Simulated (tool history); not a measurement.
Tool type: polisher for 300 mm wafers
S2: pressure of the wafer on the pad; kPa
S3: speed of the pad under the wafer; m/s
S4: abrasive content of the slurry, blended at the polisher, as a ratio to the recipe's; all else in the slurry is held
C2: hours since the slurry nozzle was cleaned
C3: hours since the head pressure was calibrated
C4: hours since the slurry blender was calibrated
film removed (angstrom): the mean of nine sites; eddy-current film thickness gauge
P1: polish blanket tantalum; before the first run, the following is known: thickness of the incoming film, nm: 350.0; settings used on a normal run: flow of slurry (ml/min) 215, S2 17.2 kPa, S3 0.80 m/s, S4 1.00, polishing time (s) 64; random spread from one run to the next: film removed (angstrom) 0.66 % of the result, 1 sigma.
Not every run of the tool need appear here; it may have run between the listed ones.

run 1 day=0.396 | flow_of_slurry_(ml/min)=215 S2=17.2 S3=0.80 S4=1.00 polishing_time_(s)=64 | wafers_polished_on_this_pad=205 C2=599.0 C3=856.1 C4=116.0 | film_removed_(angstrom)=968.67
run 2 day=0.867 | flow_of_slurry_(ml/min)=140 S2=17.2 S3=0.80 S4=1.00 polishing_time_(s)=64 | wafers_polished_on_this_pad=272 C2=610.3 C3=867.4 C4=127.3 | film_removed_(angstrom)=908.22
-- day=0.962 slurry blender recalibrated
run 3 day=1.412 | flow_of_slurry_(ml/min)=215 S2=17.2 S3=0.80 S4=1.00 polishing_time_(s)=64 | wafers_polished_on_this_pad=349 C2=623.4 C3=880.5 C4=10.9 | film_removed_(angstrom)=967.56
run 4 day=1.858 | flow_of_slurry_(ml/min)=215 S2=17.2 S3=1.24 S4=1.00 polishing_time_(s)=64 | wafers_polished_on_this_pad=413 C2=634.1 C3=891.2 C4=21.6 | film_removed_(angstrom)=1514.60
run 5 day=2.258 | flow_of_slurry_(ml/min)=215 S2=17.2 S3=0.80 S4=1.00 polishing_time_(s)=64 | wafers_polished_on_this_pad=469 C2=643.7 C3=900.8 C4=31.2 | film_removed_(angstrom)=962.22
run 6 day=2.688 | flow_of_slurry_(ml/min)=215 S2=23.4 S3=0.80 S4=1.00 polishing_time_(s)=64 | wafers_polished_on_this_pad=530 C2=654.0 C3=911.1 C4=41.5 | film_removed_(angstrom)=1327.60
run 7 day=3.117 | flow_of_slurry_(ml/min)=215 S2=7.6 S3=0.80 S4=1.00 polishing_time_(s)=64 | wafers_polished_on_this_pad=591 C2=664.3 C3=921.4 C4=51.8 | film_removed_(angstrom)=424.91
run 8 day=3.575 | flow_of_slurry_(ml/min)=215 S2=17.2 S3=0.80 S4=1.00 polishing_time_(s)=96 | wafers_polished_on_this_pad=656 C2=675.3 C3=932.4 C4=62.8 | film_removed_(angstrom)=1461.80
run 9 day=4.042 | flow_of_slurry_(ml/min)=290 S2=17.2 S3=0.80 S4=1.00 polishing_time_(s)=64 | wafers_polished_on_this_pad=722 C2=686.5 C3=943.6 C4=74.0 | film_removed_(angstrom)=1005.10
run 10 day=4.508 | flow_of_slurry_(ml/min)=215 S2=17.2 S3=0.46 S4=0.70 polishing_time_(s)=64 | wafers_polished_on_this_pad=789 C2=697.7 C3=954.8 C4=85.2 | film_removed_(angstrom)=491.83
-- day=4.712 head pressure recalibrated
run 11 day=4.767 | flow_of_slurry_(ml/min)=215 S2=17.2 S3=0.80 S4=1.40 polishing_time_(s)=64 | wafers_polished_on_this_pad=825 C2=703.9 C3=1.4 C4=91.4 | film_removed_(angstrom)=1062.80
run 12 day=5.108 | flow_of_slurry_(ml/min)=215 S2=17.2 S3=0.42 S4=1.00 polishing_time_(s)=64 | wafers_polished_on_this_pad=874 C2=712.1 C3=9.6 C4=99.6 | film_removed_(angstrom)=510.99
-- day=5.296 slurry nozzle cleaned
run 13 day=5.629 | flow_of_slurry_(ml/min)=215 S2=17.2 S3=0.80 S4=1.00 polishing_time_(s)=64 | wafers_polished_on_this_pad=948 C2=8.1 C3=22.1 C4=112.1 | film_removed_(angstrom)=966.50
run 14 day=5.992 | flow_of_slurry_(ml/min)=215 S2=17.2 S3=0.80 S4=0.55 polishing_time_(s)=64 | wafers_polished_on_this_pad=999 C2=16.8 C3=30.8 C4=120.8 | film_removed_(angstrom)=788.24
run 15 day=6.338 | flow_of_slurry_(ml/min)=215 S2=17.2 S3=0.80 S4=1.00 polishing_time_(s)=30 | wafers_polished_on_this_pad=1048 C2=25.1 C3=39.1 C4=129.1 | film_removed_(angstrom)=456.78
run 16 day=6.850 | flow_of_slurry_(ml/min)=215 S2=17.2 S3=0.80 S4=1.00 polishing_time_(s)=64 | wafers_polished_on_this_pad=1121 C2=37.4 C3=51.4 C4=141.4 | film_removed_(angstrom)=975.02
run 17 day=7.196 | flow_of_slurry_(ml/min)=215 S2=17.2 S3=0.80 S4=1.00 polishing_time_(s)=64 | wafers_polished_on_this_pad=1170 C2=45.7 C3=59.7 C4=149.7 | film_removed_(angstrom)=936.07
run 18 day=7.642 | flow_of_slurry_(ml/min)=215 S2=17.2 S3=0.80 S4=1.00 polishing_time_(s)=64 | wafers_polished_on_this_pad=1233 C2=56.4 C3=70.4 C4=160.4 | film_removed_(angstrom)=910.48
-- day=8.092 slurry nozzle cleaned
run 19 day=8.146 | flow_of_slurry_(ml/min)=215 S2=17.2 S3=0.80 S4=1.00 polishing_time_(s)=64 | wafers_polished_on_this_pad=1305 C2=1.4 C3=82.5 C4=172.5 | film_removed_(angstrom)=891.85
run 20 day=8.508 | flow_of_slurry_(ml/min)=215 S2=17.2 S3=0.80 S4=1.00 polishing_time_(s)=64 | wafers_polished_on_this_pad=1356 C2=10.1 C3=91.2 C4=181.2 | film_removed_(angstrom)=885.28
-- day=8.883 worn pad replaced by a new one
run 21 day=8.912 | flow_of_slurry_(ml/min)=215 S2=17.2 S3=0.80 S4=1.00 polishing_time_(s)=64 | wafers_polished_on_this_pad=4 C2=19.8 C3=100.9 C4=190.9 | film_removed_(angstrom)=879.57
run 22 day=9.192 | flow_of_slurry_(ml/min)=215 S2=17.2 S3=0.80 S4=1.00 polishing_time_(s)=64 | wafers_polished_on_this_pad=43 C2=26.5 C3=107.6 C4=197.6 | film_removed_(angstrom)=887.92
run 23 day=9.550 | flow_of_slurry_(ml/min)=215 S2=17.2 S3=0.80 S4=1.00 polishing_time_(s)=64 | wafers_polished_on_this_pad=94 C2=35.1 C3=116.2 C4=206.2 | film_removed_(angstrom)=880.17
run 24 day=10.100 | flow_of_slurry_(ml/min)=215 S2=17.2 S3=0.80 S4=1.00 polishing_time_(s)=64 | wafers_polished_on_this_pad=172 C2=48.3 C3=129.4 C4=219.4 | film_removed_(angstrom)=883.55

The log shows P1 creeping away from where it was. Any of the 2 causes listed here, at the size stated for it, fits the log just as well as the others:
A: abrasive missing from the slurry, % = 27.7
B: head's pressure below its setpoint, % = 9.86
The process output started creeping at around day 6.850.
The rest of the possible causes, and what rules out each one:
removal rate lost through wear of the pad, %: work on it at day 8.883, done after the drift set in, did not restore what the process gave before
slurry flow missing at the pad, %: work on it at day 8.092, done after the drift set in, did not restore what the process gave before

Consider the 4 check runs below, whose results appear as question marks and each of which averages 3 wafers. Which one distinguishes the causes, in that each cause would give it a clearly different result?
run check 1 day=10.650 | flow_of_slurry_(ml/min)=215 S2=17.2 S3=0.80 S4=0.70 polishing_time_(s)=86 | film_removed_(angstrom)=?
run check 2 day=10.650 | flow_of_slurry_(ml/min)=215 S2=13.1 S3=0.46 S4=1.00 polishing_time_(s)=64 | film_removed_(angstrom)=?
run check 3 day=10.650 | flow_of_slurry_(ml/min)=215 S2=9.0 S3=0.58 S4=1.00 polishing_time_(s)=64 | film_removed_(angstrom)=?
run check 4 day=10.650 | flow_of_slurry_(ml/min)=215 S2=17.2 S3=1.04 S4=1.00 polishing_time_(s)=31 | film_removed_(angstrom)=?

Expected result of each check under each candidate cause:
check=check_1 result=film_removed_(angstrom) if_A=1020.60 if_B=1048.20
check=check_2 result=film_removed_(angstrom) if_A=382.59 if_B=382.62
check=check_3 result=film_removed_(angstrom) if_A=330.06 if_B=330.09
check=check_4 result=film_removed_(angstrom) if_A=551.29 if_B=551.33
Per check, the gap between the least separated pair of causes, taken in the result that splits them most: check 1 2.66 %; check 2 0.01 %; check 3 0.01 %; check 4 0.01 %
Of the check runs offered, only check 1 discriminates between the causes; the rest would read about the same regardless of which cause applies.

With check 1 done, the readings were: film removed (angstrom) 1018.80. Identify which of the listed causes applies.

The correct cause is A, namely: abrasive missing from the slurry, %.
